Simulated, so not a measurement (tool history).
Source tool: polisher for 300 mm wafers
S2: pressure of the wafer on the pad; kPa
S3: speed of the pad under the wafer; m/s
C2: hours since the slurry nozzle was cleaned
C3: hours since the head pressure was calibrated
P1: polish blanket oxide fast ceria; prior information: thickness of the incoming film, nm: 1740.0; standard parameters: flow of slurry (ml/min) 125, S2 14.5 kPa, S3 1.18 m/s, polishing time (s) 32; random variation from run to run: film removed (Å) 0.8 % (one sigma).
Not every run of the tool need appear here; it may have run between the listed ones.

{"run": 1, "hour": 10.7, "flow of slurry (ml/min)": 125, "S2": 14.5, "S3": 1.18, "polishing time (s)": 32, "wafers polished on this pad": 1152, "C2": 385.6, "C3": 616.2, "film removed (Å)": 4226.8}
{"run": 2, "hour": 23.2, "flow of slurry (ml/min)": 125, "S2": 14.5, "S3": 1.18, "polishing time (s)": 45, "wafers polished on this pad": 1265, "C2": 398.1, "C3": 628.7, "film removed (Å)": 6037.6}
{"run": 3, "hour": 33.6, "flow of slurry (ml/min)": 125, "S2": 14.5, "S3": 1.18, "polishing time (s)": 32, "wafers polished on this pad": 1359, "C2": 408.5, "C3": 639.1, "film removed (Å)": 4184.3}
{"run": 4, "hour": 46.0, "flow of slurry (ml/min)": 125, "S2": 14.5, "S3": 1.18, "polishing time (s)": 18, "wafers polished on this pad": 1471, "C2": 420.9, "C3": 651.5, "film removed (Å)": 2430}
{"run": 5, "hour": 60.3, "flow of slurry (ml/min)": 125, "S2": 14.5, "S3": 1.18, "polishing time (s)": 32, "wafers polished on this pad": 1601, "C2": 435.2, "C3": 665.8, "film removed (Å)": 4237.4}
{"run": 6, "hour": 73.3, "flow of slurry (ml/min)": 75, "S2": 14.5, "S3": 1.18, "polishing time (s)": 32, "wafers polished on this pad": 1718, "C2": 448.2, "C3": 678.8, "film removed (Å)": 3688.4}
{"run": 7, "hour": 83.6, "flow of slurry (ml/min)": 125, "S2": 18.6, "S3": 1.48, "polishing time (s)": 32, "wafers polished on this pad": 1812, "C2": 458.5, "C3": 689.1, "film removed (Å)": 6905.8}
{"run": 8, "hour": 94.5, "flow of slurry (ml/min)": 125, "S2": 14.5, "S3": 1.18, "polishing time (s)": 32, "wafers polished on this pad": 1910, "C2": 469.4, "C3": 700, "film removed (Å)": 4196.7}
{"run": 9, "hour": 108.8, "flow of slurry (ml/min)": 125, "S2": 14.5, "S3": 1.18, "polishing time (s)": 32, "wafers polished on this pad": 2040, "C2": 483.7, "C3": 714.3, "film removed (Å)": 4223.4}
{"run": 10, "hour": 115.8, "flow of slurry (ml/min)": 125, "S2": 14.5, "S3": 1.88, "polishing time (s)": 32, "wafers polished on this pad": 2103, "C2": 490.7, "C3": 721.3, "film removed (Å)": 6652.2}
{"run": 11, "hour": 129.3, "flow of slurry (ml/min)": 125, "S2": 14.5, "S3": 0.74, "polishing time (s)": 32, "wafers polished on this pad": 2225, "C2": 504.2, "C3": 734.8, "film removed (Å)": 2680.8}
{"run": 12, "hour": 136.4, "flow of slurry (ml/min)": 125, "S2": 14.5, "S3": 1.66, "polishing time (s)": 49, "wafers polished on this pad": 2289, "C2": 511.3, "C3": 741.9, "film removed (Å)": 9167.1}
{"run": 13, "hour": 150.4, "flow of slurry (ml/min)": 175, "S2": 14.5, "S3": 1.18, "polishing time (s)": 32, "wafers polished on this pad": 2416, "C2": 525.3, "C3": 755.9, "film removed (Å)": 4528.3}
{"run": 14, "hour": 162.0, "flow of slurry (ml/min)": 125, "S2": 6.2, "S3": 1.18, "polishing time (s)": 32, "wafers polished on this pad": 2521, "C2": 536.9, "C3": 767.5, "film removed (Å)": 1859.3}
{"run": 15, "hour": 171.8, "flow of slurry (ml/min)": 125, "S2": 21.4, "S3": 1.18, "polishing time (s)": 32, "wafers polished on this pad": 2610, "C2": 546.7, "C3": 777.3, "film removed (Å)": 6232.6}
{"run": 16, "hour": 185.3, "flow of slurry (ml/min)": 125, "S2": 14.5, "S3": 1.18, "polishing time (s)": 32, "wafers polished on this pad": 2732, "C2": 560.2, "C3": 790.8, "film removed (Å)": 4269.1}
{"run": 17, "hour": 195.9, "flow of slurry (ml/min)": 125, "S2": 14.5, "S3": 1.18, "polishing time (s)": 32, "wafers polished on this pad": 2828, "C2": 570.8, "C3": 801.4, "film removed (Å)": 4068}
{"run": 18, "hour": 208.4, "flow of slurry (ml/min)": 125, "S2": 14.5, "S3": 1.18, "polishing time (s)": 32, "wafers polished on this pad": 2941, "C2": 583.3, "C3": 813.9, "film removed (Å)": 3892.5}
{"run": 19, "hour": 219.8, "flow of slurry (ml/min)": 125, "S2": 14.5, "S3": 1.18, "polishing time (s)": 32, "wafers polished on this pad": 3044, "C2": 594.7, "C3": 825.3, "film removed (Å)": 3883.5}
{"hour": 220.7, "done": "head pressure recalibrated"}
{"run": 20, "hour": 228.5, "flow of slurry (ml/min)": 125, "S2": 14.5, "S3": 1.18, "polishing time (s)": 32, "wafers polished on this pad": 3123, "C2": 603.4, "C3": 7.9, "film removed (Å)": 3901.1}
{"run": 21, "hour": 241.4, "flow of slurry (ml/min)": 125, "S2": 14.5, "S3": 1.18, "polishing time (s)": 32, "wafers polished on this pad": 3239, "C2": 616.3, "C3": 20.8, "film removed (Å)": 3815.6}
{"run": 22, "hour": 251.9, "flow of slurry (ml/min)": 125, "S2": 14.5, "S3": 1.18, "polishing time (s)": 32, "wafers polished on this pad": 3334, "C2": 626.8, "C3": 31.3, "film removed (Å)": 3872.7}
{"run": 23, "hour": 258.1, "flow of slurry (ml/min)": 125, "S2": 14.5, "S3": 1.18, "polishing time (s)": 32, "wafers polished on this pad": 3390, "C2": 633, "C3": 37.5, "film removed (Å)": 3818.2}

What P1 gives has crept off from where it sat before. The 2 causes that follow fit the log equally well, each at the size noted:
A: removal rate lost through wear of the pad, % = 9.99
B: slurry flow missing at the pad, % = 34.4
The onset of the drift is placed at about hour 185.3.
Every other cause this tool's parts could produce, and why it does not fit the log:
head's pressure below its setpoint, %: its service at hour 220.7 followed the start of the drift and did not put the process back to its old value

You are offered 4 check runs, listed below with question marks in place of their results; each one averages 2 wafers. Which run separates the listed causes by giving clearly different results for each?
{"run": "check 1", "hour": 264.3, "flow of slurry (ml/min)": 80, "S2": 14.5, "S3": 1.62, "polishing time (s)": 32, "film removed (Å)": "?"}
{"run": "check 2", "hour": 264.3, "flow of slurry (ml/min)": 125, "S2": 17.9, "S3": 1.18, "polishing time (s)": 19, "film removed (Å)": "?"}
{"run": "check 3", "hour": 264.3, "flow of slurry (ml/min)": 125, "S2": 14.5, "S3": 1.8, "polishing time (s)": 32, "film removed (Å)": "?"}
{"run": "check 4", "hour": 264.3, "flow of slurry (ml/min)": 125, "S2": 9.7, "S3": 1.18, "polishing time (s)": 26, "film removed (Å)": "?"}

How each check would come out, cause by cause:
check=check_1 result=film_removed_(Å) if_A=4688.6 if_B=4467.4
check=check_2 result=film_removed_(Å) if_A=2809.5 if_B=2810
check=check_3 result=film_removed_(Å) if_A=5830 if_B=5830.9
check=check_4 result=film_removed_(Å) if_A=2070.2 if_B=2070.5
How far apart the two closest causes lie, in the result that separates them most: check 1 4.83 %; check 2 0.02 %; check 3 0.02 %; check 4 0.02 %
Check 1 tells the causes apart: in the others they would give nearly the same result.

Check 1 has now been run. It gave: film removed (Å) 4475.2. Which of the candidate causes is it?

It is B: slurry flow missing at the pad, %.
